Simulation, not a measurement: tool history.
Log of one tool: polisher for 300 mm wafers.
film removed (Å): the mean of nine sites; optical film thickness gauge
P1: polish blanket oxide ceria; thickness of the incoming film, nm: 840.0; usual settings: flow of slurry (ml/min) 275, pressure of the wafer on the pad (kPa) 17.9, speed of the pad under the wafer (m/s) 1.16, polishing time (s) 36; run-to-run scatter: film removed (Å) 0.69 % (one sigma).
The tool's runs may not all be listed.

| run | hour | flow of slurry (ml/min) | pressure of the wafer on the pad (kPa) | speed of the pad under the wafer (m/s) | polishing time (s) | film removed (Å) |
|---|---|---|---|---|---|---|
| 1 | 4.8 | 275 | 17.9 | 1.16 | 36 | 1493.1 |
| 2 | 11.9 | 380 | 17.9 | 1.16 | 36 | 1562.4 |
| 3 | 16.3 | 275 | 17.9 | 0.52 | 36 | 679.71 |
| 4 | 21.9 | 275 | 17.9 | 1.16 | 36 | 1506.1 |
| 5 | 28.4 | 275 | 17.9 | 1.16 | 36 | 1508.2 |
| 6 | 34.7 | 275 | 17.9 | 1.64 | 36 | 2125.4 |
|  | 37.4 | slurry nozzle cleaned |
| 7 | 40.7 | 180 | 17.9 | 1.16 | 36 | 1449 |
|  | 41.6 | head pressure recalibrated |
| 8 | 50.7 | 275 | 17.9 | 1.16 | 54 | 2260.5 |
| 9 | 57.5 | 275 | 11.7 | 1.16 | 36 | 987.02 |
| 10 | 66.1 | 275 | 17.9 | 1.16 | 36 | 1514 |
| 11 | 76 | 275 | 25.5 | 1.16 | 36 | 2172.8 |
| 12 | 84.1 | 210 | 17.9 | 1.54 | 36 | 1939.5 |
| 13 | 91 | 275 | 17.9 | 1.16 | 19 | 801.83 |
| 14 | 95.7 | 275 | 17.9 | 1.16 | 36 | 1501.6 |
| 15 | 100.6 | 275 | 17.9 | 1.16 | 36 | 1469.8 |
| 16 | 109.8 | 275 | 17.9 | 1.16 | 36 | 1463 |
| 17 | 114.9 | 275 | 17.9 | 1.16 | 36 | 1454.1 |
| 18 | 120.2 | 275 | 17.9 | 1.16 | 36 | 1430 |
| 19 | 127.1 | 275 | 17.9 | 1.16 | 36 | 1412.4 |
|  | 128.3 | worn pad replaced by a new one |
| 20 | 133 | 275 | 17.9 | 1.16 | 36 | 1432.9 |
| 21 | 141.7 | 275 | 17.9 | 1.16 | 36 | 1424.7 |
| 22 | 150.1 | 275 | 17.9 | 1.16 | 36 | 1429.2 |
| 23 | 157.5 | 275 | 17.9 | 1.16 | 36 | 1434.1 |
| 24 | 162.4 | 275 | 17.9 | 1.16 | 36 | 1413.3 |
| 25 | 167.3 | 275 | 17.9 | 1.16 | 36 | 1413.6 |

What P1 gives has crept away from where it was. These 2 causes fit the log equally well, each at the size given:
A: slurry flow missing at the pad, % = 38.8
B: head's pressure below its setpoint, % = 5.94
The creep began at about hour 95.7.
Why every other cause is out:
removal rate lost through wear of the pad, %: serviced at hour 128.3, which brought nothing back

4 check runs are offered, each on 5 wafers whose results are averaged, their results left as question marks. Which one tells the causes apart?
| check 1 | 172.2 | 275 | 17.9 | 0.6 | 26 | ? |
| check 2 | 172.2 | 185 | 17.9 | 0.8 | 36 | ? |
| check 3 | 172.2 | 275 | 17.9 | 0.78 | 36 | ? |
| check 4 | 172.2 | 275 | 17.9 | 0.52 | 27 | ? |

What each check would give under each cause:
| check | result | if A | if B |
|---|---|---|---|
| check 1 | film removed (Å) | 530.17 | 530.17 |
| check 2 | film removed (Å) | 908.57 | 933.71 |
| check 3 | film removed (Å) | 954.31 | 954.3 |
| check 4 | film removed (Å) | 477.15 | 477.15 |
How far apart the two closest causes lie, in the result that separates them most: check 1 0 %; check 2 2.73 %; check 3 0 %; check 4 0 %
Check 2 tells the causes apart: in the others they would give nearly the same result.

Then check 2 was run and gave: film removed (Å) 930.63. Which cause is it?

It is B: head's pressure below its setpoint, %.
